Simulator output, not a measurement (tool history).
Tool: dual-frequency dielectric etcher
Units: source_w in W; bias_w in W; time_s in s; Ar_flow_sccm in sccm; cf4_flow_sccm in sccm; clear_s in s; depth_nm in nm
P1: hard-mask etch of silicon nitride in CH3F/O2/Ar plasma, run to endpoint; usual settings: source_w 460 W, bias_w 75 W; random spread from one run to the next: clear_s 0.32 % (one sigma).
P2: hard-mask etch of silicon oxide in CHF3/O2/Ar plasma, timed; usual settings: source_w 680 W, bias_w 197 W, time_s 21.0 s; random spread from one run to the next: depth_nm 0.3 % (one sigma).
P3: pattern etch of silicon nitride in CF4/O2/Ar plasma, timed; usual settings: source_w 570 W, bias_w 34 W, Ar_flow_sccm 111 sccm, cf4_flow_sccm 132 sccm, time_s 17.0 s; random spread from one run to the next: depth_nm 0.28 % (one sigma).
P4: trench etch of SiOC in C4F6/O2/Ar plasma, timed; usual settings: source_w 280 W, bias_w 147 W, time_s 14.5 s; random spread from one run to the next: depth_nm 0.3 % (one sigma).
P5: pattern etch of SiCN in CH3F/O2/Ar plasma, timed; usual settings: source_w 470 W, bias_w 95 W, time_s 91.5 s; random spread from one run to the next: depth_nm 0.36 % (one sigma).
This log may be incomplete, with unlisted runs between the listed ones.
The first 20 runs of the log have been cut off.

run	hour	process	source_w	bias_w	time_s	Ar_flow_sccm	cf4_flow_sccm	hours since the last wet clean	hours since the last source power generator calibration	hours since the last bias power generator calibration	clear_s	depth_nm
21	132.8	P5	470	133	91.5			198.2	1800.7	2080.2		45.887
22	141.6	P3	570	34	20.5	111	132	207.0	1809.5	2089.0		39.145
23	149.6	P4	280	147	21.5			215.0	1817.5	2097.0		36.015
24	154.4	P1	300	75				219.8	1822.3	2101.8	87.287	
25	158.8	P2	490	197	21.0			224.2	1826.7	2106.2		40.128
26	165.8	P5	470	95	91.5			231.2	1833.7	2113.2		40.193
27	169.6	P2	680	197	21.0			235.0	1837.5	2117.0		45.409
28	176.8	P1	300	100				242.2	1844.7	2124.2	78.795	
29	181.1	P3	690	34	17.0	111	132	246.5	1849.0	2128.5		38.562
30	186.9	P2	680	197	21.0			252.3	1854.8	2134.3		45.447
31	195.6	P1	460	75				261.0	1863.5	2143.0	74.508	
32	203.1	P5	470	95	91.5			268.5	1871.0	2150.5		40.131
33	207.3	P1	550	75				272.7	1875.2	2154.7	69.113	
34	212.1	P1	460	75				277.5	1880.0	2159.5	74.314	
35	216.9	P1	460	75				282.3	1884.8	2164.3	75.063	
36	222.6	P1	460	75				288.0	1890.5	2170.0	75.109	
37	228.2	P1	460	75				293.6	1896.1	2175.6	75.599	

For run 38, what comes out?
38	232.4	P1	460	75				297.8	1900.3	2179.8	?	

For run 38 the tool returned clear_s 75.227 s.
